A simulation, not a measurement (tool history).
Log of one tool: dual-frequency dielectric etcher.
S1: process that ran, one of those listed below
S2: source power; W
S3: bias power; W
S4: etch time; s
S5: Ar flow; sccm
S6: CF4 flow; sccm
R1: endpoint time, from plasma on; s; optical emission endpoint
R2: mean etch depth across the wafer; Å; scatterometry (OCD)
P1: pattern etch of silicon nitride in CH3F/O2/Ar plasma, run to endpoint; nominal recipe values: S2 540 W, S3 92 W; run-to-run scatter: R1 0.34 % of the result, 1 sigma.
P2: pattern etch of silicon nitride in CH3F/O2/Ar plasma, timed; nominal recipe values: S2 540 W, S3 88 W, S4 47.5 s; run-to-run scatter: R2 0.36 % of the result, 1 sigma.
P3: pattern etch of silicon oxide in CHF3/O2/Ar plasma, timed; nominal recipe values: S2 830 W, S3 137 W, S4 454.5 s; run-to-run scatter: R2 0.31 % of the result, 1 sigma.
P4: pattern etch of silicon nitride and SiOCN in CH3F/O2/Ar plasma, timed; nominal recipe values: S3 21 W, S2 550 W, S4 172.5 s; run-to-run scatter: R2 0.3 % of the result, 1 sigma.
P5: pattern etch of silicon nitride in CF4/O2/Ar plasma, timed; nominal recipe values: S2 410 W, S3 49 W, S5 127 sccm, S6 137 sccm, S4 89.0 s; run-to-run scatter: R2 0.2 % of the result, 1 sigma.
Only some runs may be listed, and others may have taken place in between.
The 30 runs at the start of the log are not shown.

run,hour,S1,S2,S3,S4,S5,S6,R1,R2
31,134.6,P4,550,21,172.5,,,,255.24
32,140.1,P5,270,49,89.0,127,137,,1012.60
33,143.2,P2,540,88,47.5,,,,415.30
34,148.5,P1,540,92,,,,20.914,
35,153.9,P1,540,92,,,,20.930,
36,158.9,P1,540,92,,,,21.027,
37,163.6,P1,540,92,,,,21.272,
38,168.8,P1,540,92,,,,21.083,
# hour 170.9: wet clean of the chamber
39,171.7,P1,540,92,,,,21.196,
40,176.6,P1,540,92,,,,21.243,
41,179.9,P1,540,92,,,,21.142,

Run 42, settings as shown, results not yet in. Your forecast:
42,183.7,P1,540,92,,,,?,

Run 42 yielded R1 21.281 s.
